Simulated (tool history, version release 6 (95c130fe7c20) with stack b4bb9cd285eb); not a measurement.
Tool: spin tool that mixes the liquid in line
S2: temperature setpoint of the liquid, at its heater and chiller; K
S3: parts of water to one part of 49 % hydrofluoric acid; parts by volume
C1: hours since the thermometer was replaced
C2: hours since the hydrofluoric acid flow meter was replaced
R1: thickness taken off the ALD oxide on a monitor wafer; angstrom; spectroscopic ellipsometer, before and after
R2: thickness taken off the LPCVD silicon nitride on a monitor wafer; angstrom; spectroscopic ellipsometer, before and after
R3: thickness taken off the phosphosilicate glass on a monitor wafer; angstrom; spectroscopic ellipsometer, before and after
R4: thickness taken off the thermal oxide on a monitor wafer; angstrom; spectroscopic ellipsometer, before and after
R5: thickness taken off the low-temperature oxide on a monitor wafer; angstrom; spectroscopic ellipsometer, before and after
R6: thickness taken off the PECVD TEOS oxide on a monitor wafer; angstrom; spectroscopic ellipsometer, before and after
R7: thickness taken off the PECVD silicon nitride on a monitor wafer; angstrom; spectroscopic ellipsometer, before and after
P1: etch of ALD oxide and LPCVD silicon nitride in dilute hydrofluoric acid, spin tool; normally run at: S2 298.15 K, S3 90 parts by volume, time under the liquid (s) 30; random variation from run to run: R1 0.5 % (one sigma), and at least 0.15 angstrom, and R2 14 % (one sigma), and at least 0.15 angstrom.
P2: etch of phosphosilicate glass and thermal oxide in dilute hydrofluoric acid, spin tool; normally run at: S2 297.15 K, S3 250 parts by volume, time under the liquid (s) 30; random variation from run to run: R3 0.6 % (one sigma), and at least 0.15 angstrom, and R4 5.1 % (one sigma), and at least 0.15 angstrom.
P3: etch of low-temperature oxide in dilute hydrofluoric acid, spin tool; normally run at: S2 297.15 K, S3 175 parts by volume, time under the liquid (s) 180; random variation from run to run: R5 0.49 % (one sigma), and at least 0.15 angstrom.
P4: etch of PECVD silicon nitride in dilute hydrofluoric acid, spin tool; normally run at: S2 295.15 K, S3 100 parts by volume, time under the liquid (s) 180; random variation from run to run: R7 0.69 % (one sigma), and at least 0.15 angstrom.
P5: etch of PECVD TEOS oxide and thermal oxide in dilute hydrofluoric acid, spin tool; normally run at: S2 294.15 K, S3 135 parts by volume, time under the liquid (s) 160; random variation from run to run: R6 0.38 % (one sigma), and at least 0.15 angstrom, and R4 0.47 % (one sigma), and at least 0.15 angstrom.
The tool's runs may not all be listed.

run 1 day=0.183 | process_that_ran=P1 S2=298.15 S3=90 time_under_the_liquid_(s)=30 | C1=935.9 C2=492.9 | R1=100.08 R2=1.7366
run 2 day=0.367 | process_that_ran=P2 S2=297.15 S3=145 time_under_the_liquid_(s)=30 | C1=940.3 C2=497.3 | R3=121 R4=9.6222
run 3 day=0.583 | process_that_ran=P1 S2=298.15 S3=90 time_under_the_liquid_(s)=15 | C1=945.5 C2=502.5 | R1=49.825 R2=0.53047
run 4 day=0.904 | process_that_ran=P2 S2=297.15 S3=250 time_under_the_liquid_(s)=55 | C1=953.2 C2=510.2 | R3=115.24 R4=9.222
run 5 day=1.221 | process_that_ran=P3 S2=297.15 S3=175 time_under_the_liquid_(s)=330 | C1=960.8 C2=517.8 | R5=322.82
-- day=1.4 thermometer replaced
run 6 day=1.575 | process_that_ran=P1 S2=298.15 S3=90 time_under_the_liquid_(s)=50 | C1=4.3 C2=526.3 | R1=167.59 R2=3.3747
run 7 day=1.875 | process_that_ran=P1 S2=298.15 S3=35 time_under_the_liquid_(s)=30 | C1=11.5 C2=533.5 | R1=274.29 R2=5.6578
run 8 day=2.204 | process_that_ran=P5 S2=294.15 S3=135 time_under_the_liquid_(s)=235 | C1=19.4 C2=541.4 | R4=70.039 R6=185.06
run 9 day=2.538 | process_that_ran=P3 S2=297.15 S3=175 time_under_the_liquid_(s)=180 | C1=27.4 C2=549.4 | R5=176.07
run 10 day=2.729 | process_that_ran=P4 S2=295.15 S3=100 time_under_the_liquid_(s)=180 | C1=32 C2=554 | R7=33.546
run 11 day=2.933 | process_that_ran=P1 S2=298.15 S3=50 time_under_the_liquid_(s)=15 | C1=36.9 C2=558.9 | R1=94.872 R2=1.9908
run 12 day=3.142 | process_that_ran=P1 S2=298.15 S3=40 time_under_the_liquid_(s)=45 | C1=41.9 C2=563.9 | R1=360.2 R2=5.8477
run 13 day=3.379 | process_that_ran=P5 S2=294.15 S3=235 time_under_the_liquid_(s)=160 | C1=47.6 C2=569.6 | R4=24.752 R6=65.605
run 14 day=3.558 | process_that_ran=P1 S2=298.15 S3=90 time_under_the_liquid_(s)=30 | C1=51.9 C2=573.9 | R1=99.584 R2=1.8015
run 15 day=3.812 | process_that_ran=P4 S2=295.15 S3=100 time_under_the_liquid_(s)=180 | C1=58 C2=580 | R7=33.585
run 16 day=4.15 | process_that_ran=P4 S2=300.15 S3=100 time_under_the_liquid_(s)=180 | C1=66.1 C2=588.1 | R7=46.731
run 17 day=4.438 | process_that_ran=P4 S2=295.15 S3=60 time_under_the_liquid_(s)=180 | C1=73 C2=595 | R7=55.728
run 18 day=4.638 | process_that_ran=P5 S2=301.15 S3=135 time_under_the_liquid_(s)=160 | C1=77.8 C2=599.8 | R4=62.06 R6=165.75
run 19 day=4.988 | process_that_ran=P1 S2=293.65 S3=90 time_under_the_liquid_(s)=15 | C1=86.2 C2=608.2 | R1=41.974 R2=0.82577
run 20 day=5.188 | process_that_ran=P2 S2=290.15 S3=250 time_under_the_liquid_(s)=30 | C1=91 C2=613 | R3=47.326 R4=4.0531
run 21 day=5.358 | process_that_ran=P3 S2=297.15 S3=175 time_under_the_liquid_(s)=180 | C1=95.1 C2=617.1 | R5=175.68
run 22 day=5.533 | process_that_ran=P1 S2=298.15 S3=160 time_under_the_liquid_(s)=30 | C1=99.3 C2=621.3 | R1=51.735 R2=0.95774
run 23 day=5.704 | process_that_ran=P1 S2=298.15 S3=90 time_under_the_liquid_(s)=30 | C1=103.4 C2=625.4 | R1=100.55 R2=2.029
run 24 day=6.025 | process_that_ran=P1 S2=302.15 S3=90 time_under_the_liquid_(s)=30 | C1=111.1 C2=633.1 | R1=115.64 R2=2.7141
run 25 day=6.221 | process_that_ran=P5 S2=294.15 S3=135 time_under_the_liquid_(s)=160 | C1=115.8 C2=637.8 | R4=47.558 R6=125.82
run 26 day=6.512 | process_that_ran=P1 S2=298.15 S3=90 time_under_the_liquid_(s)=30 | C1=122.8 C2=644.8 | R1=100.53 R2=1.8358
run 27 day=6.667 | process_that_ran=P1 S2=298.15 S3=90 time_under_the_liquid_(s)=30 | C1=126.5 C2=648.5 | R1=100.39 R2=1.4931
run 28 day=7.008 | process_that_ran=P3 S2=297.15 S3=55 time_under_the_liquid_(s)=180 | C1=134.7 C2=656.7 | R5=642.25

Forecast run 29:
run 29 day=7.296 | process_that_ran=P1 S2=298.15 S3=90 time_under_the_liquid_(s)=30 | C1=141.6 C2=663.6 | R1=? R2=?

{"run 29": {"R1": 100.96, "R2": 1.9913}}
